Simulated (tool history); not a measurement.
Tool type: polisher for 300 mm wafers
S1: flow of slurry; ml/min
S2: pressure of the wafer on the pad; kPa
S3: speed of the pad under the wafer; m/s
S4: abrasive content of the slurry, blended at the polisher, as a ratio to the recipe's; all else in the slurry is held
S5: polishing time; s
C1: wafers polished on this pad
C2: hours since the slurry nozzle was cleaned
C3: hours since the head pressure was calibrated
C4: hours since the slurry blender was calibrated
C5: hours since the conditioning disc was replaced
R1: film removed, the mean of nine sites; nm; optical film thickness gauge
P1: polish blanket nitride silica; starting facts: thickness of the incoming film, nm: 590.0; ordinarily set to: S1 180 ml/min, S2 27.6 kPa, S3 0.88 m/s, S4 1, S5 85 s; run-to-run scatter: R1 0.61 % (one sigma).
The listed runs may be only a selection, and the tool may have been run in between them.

{"run": 1, "day": 0.675, "S1": 180, "S2": 27.6, "S3": 0.88, "S4": 1, "S5": 85, "C1": 760, "C2": 467.6, "C3": 317, "C4": 200.9, "C5": 191.9, "R1": 63.448}
{"run": 2, "day": 1.092, "S1": 180, "S2": 27.6, "S3": 0.88, "S4": 1, "S5": 85, "C1": 826, "C2": 477.6, "C3": 327, "C4": 210.9, "C5": 201.9, "R1": 62.899}
{"run": 3, "day": 1.754, "S1": 180, "S2": 27.6, "S3": 0.88, "S4": 1, "S5": 85, "C1": 931, "C2": 493.5, "C3": 342.9, "C4": 226.8, "C5": 217.8, "R1": 63.158}
{"run": 4, "day": 2.1, "S1": 180, "S2": 27.6, "S3": 0.88, "S4": 1, "S5": 85, "C1": 986, "C2": 501.8, "C3": 351.2, "C4": 235.1, "C5": 226.1, "R1": 62.973}
{"run": 5, "day": 2.783, "S1": 180, "S2": 27.6, "S3": 0.88, "S4": 1, "S5": 85, "C1": 1094, "C2": 518.2, "C3": 367.6, "C4": 251.5, "C5": 242.5, "R1": 63.301}
{"run": 6, "day": 3.162, "S1": 180, "S2": 27.6, "S3": 1.36, "S4": 1, "S5": 85, "C1": 1155, "C2": 527.3, "C3": 376.7, "C4": 260.6, "C5": 251.6, "R1": 88.779}
{"run": 7, "day": 3.617, "S1": 180, "S2": 27.6, "S3": 0.88, "S4": 1, "S5": 113, "C1": 1227, "C2": 538.2, "C3": 387.6, "C4": 271.5, "C5": 262.5, "R1": 84.083}
{"day": 3.938, "done": "conditioning disc replaced and pad reconditioned"}
{"run": 8, "day": 4.25, "S1": 180, "S2": 27.6, "S3": 0.88, "S4": 1.3, "S5": 85, "C1": 1327, "C2": 553.4, "C3": 402.8, "C4": 286.7, "C5": 7.6, "R1": 70.146}
{"run": 9, "day": 4.896, "S1": 180, "S2": 27.6, "S3": 0.54, "S4": 1, "S5": 85, "C1": 1430, "C2": 568.9, "C3": 418.3, "C4": 302.2, "C5": 23.1, "R1": 43.001}
{"run": 10, "day": 5.271, "S1": 180, "S2": 27.6, "S3": 0.88, "S4": 1, "S5": 85, "C1": 1489, "C2": 577.9, "C3": 427.3, "C4": 311.2, "C5": 32.1, "R1": 62.795}
{"run": 11, "day": 5.638, "S1": 230, "S2": 27.6, "S3": 0.88, "S4": 1, "S5": 118, "C1": 1547, "C2": 586.7, "C3": 436.1, "C4": 320, "C5": 40.9, "R1": 90.354}
{"run": 12, "day": 6.283, "S1": 180, "S2": 27.6, "S3": 0.88, "S4": 1, "S5": 41, "C1": 1650, "C2": 602.2, "C3": 451.6, "C4": 335.5, "C5": 56.4, "R1": 30.037}
{"run": 13, "day": 6.583, "S1": 180, "S2": 36.5, "S3": 0.88, "S4": 1, "S5": 85, "C1": 1697, "C2": 609.4, "C3": 458.8, "C4": 342.7, "C5": 63.6, "R1": 82.643}
{"run": 14, "day": 7.033, "S1": 110, "S2": 27.6, "S3": 0.88, "S4": 1, "S5": 85, "C1": 1769, "C2": 620.2, "C3": 469.6, "C4": 353.5, "C5": 74.4, "R1": 57.348}
{"run": 15, "day": 7.396, "S1": 240, "S2": 27.6, "S3": 0.88, "S4": 1, "S5": 85, "C1": 1826, "C2": 628.9, "C3": 478.3, "C4": 362.2, "C5": 83.1, "R1": 66.37}
{"run": 16, "day": 7.996, "S1": 180, "S2": 13.8, "S3": 0.88, "S4": 1, "S5": 85, "C1": 1921, "C2": 643.3, "C3": 492.7, "C4": 376.6, "C5": 97.5, "R1": 31.865}
{"run": 17, "day": 8.538, "S1": 180, "S2": 27.6, "S3": 0.88, "S4": 0.65, "S5": 85, "C1": 2007, "C2": 656.3, "C3": 505.7, "C4": 389.6, "C5": 110.5, "R1": 50.66}
{"run": 18, "day": 9.088, "S1": 180, "S2": 27.6, "S3": 0.88, "S4": 1, "S5": 85, "C1": 2095, "C2": 669.5, "C3": 518.9, "C4": 402.8, "C5": 123.7, "R1": 63.103}
{"run": 19, "day": 9.708, "S1": 180, "S2": 27.6, "S3": 0.88, "S4": 1, "S5": 85, "C1": 2193, "C2": 684.4, "C3": 533.8, "C4": 417.7, "C5": 138.6, "R1": 59.507}
{"run": 20, "day": 10.183, "S1": 180, "S2": 27.6, "S3": 0.88, "S4": 1, "S5": 85, "C1": 2269, "C2": 695.8, "C3": 545.2, "C4": 429.1, "C5": 150, "R1": 57.965}
{"run": 21, "day": 10.842, "S1": 180, "S2": 27.6, "S3": 0.88, "S4": 1, "S5": 85, "C1": 2373, "C2": 711.6, "C3": 561, "C4": 444.9, "C5": 165.8, "R1": 57.748}
{"day": 10.896, "done": "slurry nozzle cleaned"}
{"run": 22, "day": 11.283, "S1": 180, "S2": 27.6, "S3": 0.88, "S4": 1, "S5": 85, "C1": 2443, "C2": 9.3, "C3": 571.6, "C4": 455.5, "C5": 176.4, "R1": 56.797}
{"day": 11.342, "done": "conditioning disc replaced and pad reconditioned"}
{"day": 11.367, "done": "worn pad replaced by a new one"}
{"run": 23, "day": 11.796, "S1": 180, "S2": 27.6, "S3": 0.88, "S4": 1, "S5": 85, "C1": 68, "C2": 21.6, "C3": 583.9, "C4": 467.8, "C5": 11, "R1": 56.197}
{"run": 24, "day": 12.242, "S1": 180, "S2": 27.6, "S3": 0.88, "S4": 1, "S5": 85, "C1": 138, "C2": 32.3, "C3": 594.6, "C4": 478.5, "C5": 21.7, "R1": 56.576}

What P1 gives has crept off from where it sat before. The 2 causes that follow fit the log equally well, each at the size noted:
A: abrasive missing from the slurry, % = 20.2
B: head's pressure below its setpoint, % = 10.3
The onset of the drift is placed at about day 9.088.
All other causes, with the reason each is excluded:
removal rate lost through wear of the pad, %: serviced at day 11.367, which brought nothing back
slurry flow missing at the pad, %: serviced at day 10.896, which brought nothing back
time polished since the conditioner stopped cutting, s: serviced at day 11.342, which brought nothing back

Consider the 4 check runs below, whose results appear as question marks and each of which averages 5 wafers. Which one distinguishes the causes, in that each cause would give it a clearly different result?
{"run": "check 1", "day": 12.688, "S1": 180, "S2": 27.6, "S3": 1.3, "S4": 1, "S5": 107, "R1": "?"}
{"run": "check 2", "day": 12.688, "S1": 180, "S2": 17.9, "S3": 0.88, "S4": 1, "S5": 85, "R1": "?"}
{"run": "check 3", "day": 12.688, "S1": 235, "S2": 27.6, "S3": 0.88, "S4": 1, "S5": 85, "R1": "?"}
{"run": "check 4", "day": 12.688, "S1": 180, "S2": 27.6, "S3": 0.88, "S4": 0.7, "S5": 85, "R1": "?"}

If the cause were each of the candidates in turn, the checks would give the following:
check=check_1 result=R1 if_A=97.315 if_B=97.335
check=check_2 result=R1 if_A=36.775 if_B=36.783
check=check_3 result=R1 if_A=58.556 if_B=58.568
check=check_4 result=R1 if_A=46.416 if_B=47.363
Per check, the gap between the least separated pair of causes, taken in the result that splits them most: check 1 0.02 %; check 2 0.02 %; check 3 0.02 %; check 4 2.02 %
Only in check 4 would the causes give clearly different results; in the remaining checks their results would be nearly the same.

Check 4 has now been run. It gave: R1 47.199 nm. Which of the candidate causes is it?

The cause is B: head's pressure below its setpoint, %.

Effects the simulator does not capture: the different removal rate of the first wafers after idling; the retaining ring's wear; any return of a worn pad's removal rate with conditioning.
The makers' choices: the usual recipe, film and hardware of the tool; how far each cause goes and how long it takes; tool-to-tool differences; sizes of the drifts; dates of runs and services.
